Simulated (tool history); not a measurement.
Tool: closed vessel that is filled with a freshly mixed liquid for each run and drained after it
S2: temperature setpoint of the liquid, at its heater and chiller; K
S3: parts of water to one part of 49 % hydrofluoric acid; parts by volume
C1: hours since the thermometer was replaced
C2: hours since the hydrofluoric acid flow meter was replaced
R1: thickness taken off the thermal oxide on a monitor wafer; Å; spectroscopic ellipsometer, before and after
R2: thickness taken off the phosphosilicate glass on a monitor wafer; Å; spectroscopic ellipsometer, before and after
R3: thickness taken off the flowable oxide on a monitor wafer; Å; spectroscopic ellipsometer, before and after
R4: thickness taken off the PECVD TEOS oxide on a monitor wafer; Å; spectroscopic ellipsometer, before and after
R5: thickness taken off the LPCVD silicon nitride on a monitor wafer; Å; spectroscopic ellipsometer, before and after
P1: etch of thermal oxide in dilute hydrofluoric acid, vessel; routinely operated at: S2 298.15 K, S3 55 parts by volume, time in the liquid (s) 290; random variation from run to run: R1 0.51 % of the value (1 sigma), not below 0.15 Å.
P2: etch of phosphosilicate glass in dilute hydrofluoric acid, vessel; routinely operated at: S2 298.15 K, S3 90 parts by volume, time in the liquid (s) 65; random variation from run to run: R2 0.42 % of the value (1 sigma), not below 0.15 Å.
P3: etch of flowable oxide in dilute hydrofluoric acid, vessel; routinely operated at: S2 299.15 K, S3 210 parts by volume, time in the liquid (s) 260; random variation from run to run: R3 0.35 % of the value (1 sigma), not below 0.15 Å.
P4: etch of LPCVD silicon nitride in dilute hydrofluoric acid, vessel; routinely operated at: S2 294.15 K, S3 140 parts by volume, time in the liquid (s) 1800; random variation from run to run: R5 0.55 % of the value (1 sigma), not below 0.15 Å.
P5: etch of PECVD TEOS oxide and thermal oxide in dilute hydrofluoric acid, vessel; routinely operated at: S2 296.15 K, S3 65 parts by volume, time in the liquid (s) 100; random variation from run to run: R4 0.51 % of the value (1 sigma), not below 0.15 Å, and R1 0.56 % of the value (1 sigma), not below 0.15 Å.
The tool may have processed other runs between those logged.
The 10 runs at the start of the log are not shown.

Run 11, hour 49.5: process that ran P1, S2 294.15 K, S3 20 parts by volume, time in the liquid (s) 290; C1 702.4; C2 920.3. Result: R1 690.900 Å.
Run 12, hour 54.8: process that ran P5, S2 296.15 K, S3 65 parts by volume, time in the liquid (s) 30; C1 707.7; C2 925.6. Result: R1 22.011 Å, R4 81.992 Å.
Run 13, hour 59.9: process that ran P1, S2 298.15 K, S3 55 parts by volume, time in the liquid (s) 290; C1 712.8; C2 930.7. Result: R1 281.530 Å.
Run 14, hour 65.0: process that ran P4, S2 294.15 K, S3 140 parts by volume, time in the liquid (s) 1800; C1 717.9; C2 935.8. Result: R5 53.3830 Å.
Run 15, hour 70.7: process that ran P1, S2 298.15 K, S3 55 parts by volume, time in the liquid (s) 290; C1 723.6; C2 941.5. Result: R1 284.930 Å.
Run 16, hour 75.0: process that ran P2, S2 298.15 K, S3 25 parts by volume, time in the liquid (s) 65; C1 727.9; C2 945.8. Result: R2 1795.60 Å.
Run 17, hour 79.1: process that ran P1, S2 298.15 K, S3 55 parts by volume, time in the liquid (s) 420; C1 732.0; C2 949.9. Result: R1 407.580 Å.
Run 18, hour 83.9: process that ran P5, S2 296.15 K, S3 65 parts by volume, time in the liquid (s) 100; C1 736.8; C2 954.7. Result: R1 72.267 Å, R4 272.680 Å.
Run 19, hour 89.1: process that ran P1, S2 298.15 K, S3 55 parts by volume, time in the liquid (s) 50; C1 742.0; C2 959.9. Result: R1 48.326 Å.
Run 20, hour 94.5: process that ran P5, S2 296.15 K, S3 25 parts by volume, time in the liquid (s) 100; C1 747.4; C2 965.3. Result: R1 199.010 Å, R4 746.050 Å.
Run 21, hour 99.0: process that ran P1, S2 298.15 K, S3 20 parts by volume, time in the liquid (s) 290; C1 751.9; C2 969.8. Result: R1 812.110 Å.
Run 22, hour 101.7: process that ran P4, S2 300.15 K, S3 140 parts by volume, time in the liquid (s) 1800; C1 754.6; C2 972.5. Result: R5 78.5320 Å.
Run 23, hour 106.6: process that ran P1, S2 305.15 K, S3 55 parts by volume, time in the liquid (s) 290; C1 759.5; C2 977.4. Result: R1 371.330 Å.
Run 24, hour 112.5: process that ran P5, S2 304.65 K, S3 65 parts by volume, time in the liquid (s) 100; C1 765.4; C2 983.3. Result: R1 101.670 Å, R4 383.470 Å.
Run 25, hour 118.1: process that ran P3, S2 299.15 K, S3 210 parts by volume, time in the liquid (s) 465; C1 771.0; C2 988.9. Result: R3 703.82 Å.
Run 26, hour 124.2: process that ran P3, S2 299.15 K, S3 210 parts by volume, time in the liquid (s) 260; C1 777.1; C2 995.0. Result: R3 390.72 Å.
Run 27, hour 128.2: process that ran P4, S2 294.15 K, S3 140 parts by volume, time in the liquid (s) 205; C1 781.1; C2 999.0. Result: R5 5.9576 Å.
Run 28, hour 133.0: process that ran P2, S2 298.15 K, S3 90 parts by volume, time in the liquid (s) 130; C1 785.9; C2 1003.8. Result: R2 911.78 Å.
Run 29, hour 136.0: process that ran P4, S2 294.15 K, S3 75 parts by volume, time in the liquid (s) 1800; C1 788.9; C2 1006.8. Result: R5 97.8170 Å.
Run 30, hour 139.4: process that ran P1, S2 298.15 K, S3 55 parts by volume, time in the liquid (s) 290; C1 792.3; C2 1010.2. Result: R1 281.530 Å.
Run 31, hour 143.3: process that ran P1, S2 298.15 K, S3 55 parts by volume, time in the liquid (s) 290; C1 796.2; C2 1014.1. Result: R1 287.450 Å.
Run 32, hour 148.9: process that ran P1, S2 298.15 K, S3 55 parts by volume, time in the liquid (s) 290; C1 801.8; C2 1019.7. Result: R1 294.550 Å.

What does the tool deliver on the next run?
Run 33, hour 154.4: process that ran P1, S2 298.15 K, S3 55 parts by volume, time in the liquid (s) 290; C1 807.3; C2 1025.2. Result: R1 ?.

{"run 33": {"R1": 297.73}}
